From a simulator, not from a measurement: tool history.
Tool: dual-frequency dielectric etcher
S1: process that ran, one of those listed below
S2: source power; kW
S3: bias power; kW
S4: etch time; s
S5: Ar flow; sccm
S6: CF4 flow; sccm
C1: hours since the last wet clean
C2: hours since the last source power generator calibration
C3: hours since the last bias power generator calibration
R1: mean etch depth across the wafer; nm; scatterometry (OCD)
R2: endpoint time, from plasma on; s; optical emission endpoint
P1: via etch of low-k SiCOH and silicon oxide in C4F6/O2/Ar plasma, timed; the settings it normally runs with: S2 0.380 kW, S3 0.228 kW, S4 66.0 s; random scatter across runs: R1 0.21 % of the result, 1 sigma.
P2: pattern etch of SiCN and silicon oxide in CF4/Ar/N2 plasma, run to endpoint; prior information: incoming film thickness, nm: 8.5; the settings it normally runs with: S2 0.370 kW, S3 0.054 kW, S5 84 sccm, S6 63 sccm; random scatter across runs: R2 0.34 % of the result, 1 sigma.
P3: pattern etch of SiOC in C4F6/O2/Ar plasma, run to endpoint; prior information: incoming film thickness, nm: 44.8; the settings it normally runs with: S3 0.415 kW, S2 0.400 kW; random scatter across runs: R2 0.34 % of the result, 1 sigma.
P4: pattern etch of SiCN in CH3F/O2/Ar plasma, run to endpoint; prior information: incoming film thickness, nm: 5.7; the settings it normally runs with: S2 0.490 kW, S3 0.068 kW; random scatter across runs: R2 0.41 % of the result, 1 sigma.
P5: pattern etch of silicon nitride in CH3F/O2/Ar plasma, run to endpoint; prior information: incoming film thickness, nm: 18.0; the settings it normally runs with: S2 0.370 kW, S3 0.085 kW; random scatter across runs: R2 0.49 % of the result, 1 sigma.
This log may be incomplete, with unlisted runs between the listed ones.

{"run": 1, "hour": 8.5, "S1": "P1", "S2": 0.38, "S3": 0.228, "S4": 66.0, "C1": 306.5, "C2": 1578.3, "C3": 1475.4, "R1": 182.51}
{"run": 2, "hour": 12.8, "S1": "P2", "S2": 0.37, "S3": 0.054, "S5": 84, "S6": 63, "C1": 310.8, "C2": 1582.6, "C3": 1479.7, "R2": 13.077}
{"run": 3, "hour": 18.0, "S1": "P4", "S2": 0.39, "S3": 0.068, "C1": 316.0, "C2": 1587.8, "C3": 1484.9, "R2": 15.83}
{"run": 4, "hour": 22.8, "S1": "P2", "S2": 0.26, "S3": 0.054, "S5": 84, "S6": 63, "C1": 320.8, "C2": 1592.6, "C3": 1489.7, "R2": 17.806}
{"run": 5, "hour": 28.1, "S1": "P2", "S2": 0.37, "S3": 0.054, "S5": 84, "S6": 63, "C1": 326.1, "C2": 1597.9, "C3": 1495.0, "R2": 13.002}
{"run": 6, "hour": 35.7, "S1": "P1", "S2": 0.38, "S3": 0.228, "S4": 66.0, "C1": 333.7, "C2": 1605.5, "C3": 1502.6, "R1": 182.83}
{"run": 7, "hour": 42.0, "S1": "P1", "S2": 0.38, "S3": 0.289, "S4": 50.5, "C1": 340.0, "C2": 1611.8, "C3": 1508.9, "R1": 151.62}
{"run": 8, "hour": 47.7, "S1": "P1", "S2": 0.38, "S3": 0.228, "S4": 66.0, "C1": 345.7, "C2": 1617.5, "C3": 1514.6, "R1": 182.82}
{"run": 9, "hour": 54.0, "S1": "P1", "S2": 0.38, "S3": 0.228, "S4": 66.0, "C1": 352.0, "C2": 1623.8, "C3": 1520.9, "R1": 182.76}
{"run": 10, "hour": 60.7, "S1": "P1", "S2": 0.38, "S3": 0.318, "S4": 66.0, "C1": 358.7, "C2": 1630.5, "C3": 1527.6, "R1": 205.24}
{"run": 11, "hour": 67.5, "S1": "P2", "S2": 0.37, "S3": 0.054, "S5": 84, "S6": 81, "C1": 365.5, "C2": 1637.3, "C3": 1534.4, "R2": 12.512}
{"run": 12, "hour": 73.7, "S1": "P3", "S2": 0.4, "S3": 0.415, "C1": 371.7, "C2": 1643.5, "C3": 1540.6, "R2": 15.278}
{"run": 13, "hour": 79.3, "S1": "P3", "S2": 0.4, "S3": 0.285, "C1": 377.3, "C2": 1649.1, "C3": 1546.2, "R2": 17.433}
{"run": 14, "hour": 83.8, "S1": "P1", "S2": 0.26, "S3": 0.228, "S4": 66.0, "C1": 381.8, "C2": 1653.6, "C3": 1550.7, "R1": 158.3}
{"run": 15, "hour": 89.8, "S1": "P1", "S2": 0.38, "S3": 0.228, "S4": 38.5, "C1": 387.8, "C2": 1659.6, "C3": 1556.7, "R1": 106.62}
{"run": 16, "hour": 95.8, "S1": "P3", "S2": 0.4, "S3": 0.415, "C1": 393.8, "C2": 1665.6, "C3": 1562.7, "R2": 15.272}
{"run": 17, "hour": 103.4, "S1": "P2", "S2": 0.37, "S3": 0.054, "S5": 104, "S6": 63, "C1": 401.4, "C2": 1673.2, "C3": 1570.3, "R2": 13.478}
{"run": 18, "hour": 112.7, "S1": "P1", "S2": 0.5, "S3": 0.228, "S4": 66.0, "C1": 410.7, "C2": 1682.5, "C3": 1579.6, "R1": 203.83}
{"run": 19, "hour": 121.0, "S1": "P3", "S2": 0.26, "S3": 0.415, "C1": 419.0, "C2": 1690.8, "C3": 1587.9, "R2": 17.843}
{"run": 20, "hour": 127.6, "S1": "P4", "S2": 0.49, "S3": 0.068, "C1": 425.6, "C2": 1697.4, "C3": 1594.5, "R2": 14.494}
{"run": 21, "hour": 137.2, "S1": "P1", "S2": 0.38, "S3": 0.183, "S4": 66.0, "C1": 435.2, "C2": 1707.0, "C3": 1604.1, "R1": 170.41}
{"run": 22, "hour": 145.8, "S1": "P4", "S2": 0.49, "S3": 0.042, "C1": 443.8, "C2": 1715.6, "C3": 1612.7, "R2": 17.027}
{"run": 23, "hour": 153.1, "S1": "P1", "S2": 0.38, "S3": 0.228, "S4": 66.0, "C1": 451.1, "C2": 1722.9, "C3": 1620.0, "R1": 182.72}
{"run": 24, "hour": 157.8, "S1": "P5", "S2": 0.29, "S3": 0.085, "C1": 455.8, "C2": 1727.6, "C3": 1624.7, "R2": 27.318}
{"run": 25, "hour": 166.9, "S1": "P5", "S2": 0.37, "S3": 0.085, "C1": 464.9, "C2": 1736.7, "C3": 1633.8, "R2": 25.302}
{"run": 26, "hour": 175.1, "S1": "P1", "S2": 0.38, "S3": 0.228, "S4": 82.5, "C1": 473.1, "C2": 1744.9, "C3": 1642.0, "R1": 228.83}
{"run": 27, "hour": 182.4, "S1": "P5", "S2": 0.37, "S3": 0.05, "C1": 480.4, "C2": 1752.2, "C3": 1649.3, "R2": 29.92}
{"run": 28, "hour": 190.6, "S1": "P2", "S2": 0.37, "S3": 0.042, "S5": 84, "S6": 63, "C1": 488.6, "C2": 1760.4, "C3": 1657.5, "R2": 14.071}
{"run": 29, "hour": 195.7, "S1": "P1", "S2": 0.38, "S3": 0.228, "S4": 66.0, "C1": 493.7, "C2": 1765.5, "C3": 1662.6, "R1": 182.01}
{"run": 30, "hour": 201.0, "S1": "P1", "S2": 0.38, "S3": 0.228, "S4": 66.0, "C1": 499.0, "C2": 1770.8, "C3": 1667.9, "R1": 184.11}
{"run": 31, "hour": 206.0, "S1": "P1", "S2": 0.38, "S3": 0.228, "S4": 66.0, "C1": 504.0, "C2": 1775.8, "C3": 1672.9, "R1": 184.2}
{"run": 32, "hour": 212.1, "S1": "P1", "S2": 0.38, "S3": 0.228, "S4": 66.0, "C1": 510.1, "C2": 1781.9, "C3": 1679.0, "R1": 184.8}
{"run": 33, "hour": 220.1, "S1": "P1", "S2": 0.38, "S3": 0.228, "S4": 66.0, "C1": 518.1, "C2": 1789.9, "C3": 1687.0, "R1": 184.99}
{"run": 34, "hour": 225.5, "S1": "P1", "S2": 0.38, "S3": 0.228, "S4": 66.0, "C1": 523.5, "C2": 1795.3, "C3": 1692.4, "R1": 185.34}
{"hour": 227.3, "done": "wet clean of the chamber"}
{"run": 35, "hour": 234.9, "S1": "P1", "S2": 0.38, "S3": 0.228, "S4": 66.0, "C1": 7.7, "C2": 1804.7, "C3": 1701.8, "R1": 185.66}
{"run": 36, "hour": 239.4, "S1": "P1", "S2": 0.38, "S3": 0.228, "S4": 66.0, "C1": 12.2, "C2": 1809.2, "C3": 1706.3, "R1": 185.21}
{"run": 37, "hour": 248.0, "S1": "P1", "S2": 0.38, "S3": 0.228, "S4": 66.0, "C1": 20.8, "C2": 1817.8, "C3": 1714.9, "R1": 185.26}

Compared with where it was, what P1 gives has crept away. Each cause listed below fits the log as well as the rest, at the size given for it:
A: source power that arrives over what is set, % = 3.67
B: bias power that arrives over what is set, % = 4.23
Onset of the creep was near hour 195.7.
Every other cause this tool's parts could produce, and why it does not fit the log:
chamber walls in a state that raises the etch rate, %: was serviced at hour 227.3, once the creep was under way, yet the earlier output never came back

Which of the 4 check runs listed below, each an average over 2 wafers with its results shown as question marks, gives clearly different results under the different listed causes?
{"run": "check 1", "hour": 256.6, "S1": "P5", "S2": 0.3, "S3": 0.052, "R2": "?"}
{"run": "check 2", "hour": 256.6, "S1": "P3", "S2": 0.4, "S3": 0.29, "R2": "?"}
{"run": "check 3", "hour": 256.6, "S1": "P2", "S2": 0.37, "S3": 0.044, "S5": 84, "S6": 73, "R2": "?"}
{"run": "check 4", "hour": 256.6, "S1": "P4", "S2": 0.49, "S3": 0.049, "R2": "?"}

Check results expected under each cause:
check=check_1 result=R2 if_A=31.710 if_B=31.721
check=check_2 result=R2 if_A=17.105 if_B=17.096
check=check_3 result=R2 if_A=13.101 if_B=13.367
check=check_4 result=R2 if_A=16.019 if_B=16.032
How far apart the two closest causes lie, in the result that separates them most: check 1 0.04 %; check 2 0.06 %; check 3 2.01 %; check 4 0.08 %
Only check 3 tells the causes apart: in the others they would give nearly the same result.

With check 3 done, the readings were: R2 13.336 s. Identify which of the listed causes applies.

The cause is B: bias power that arrives over what is set, %.
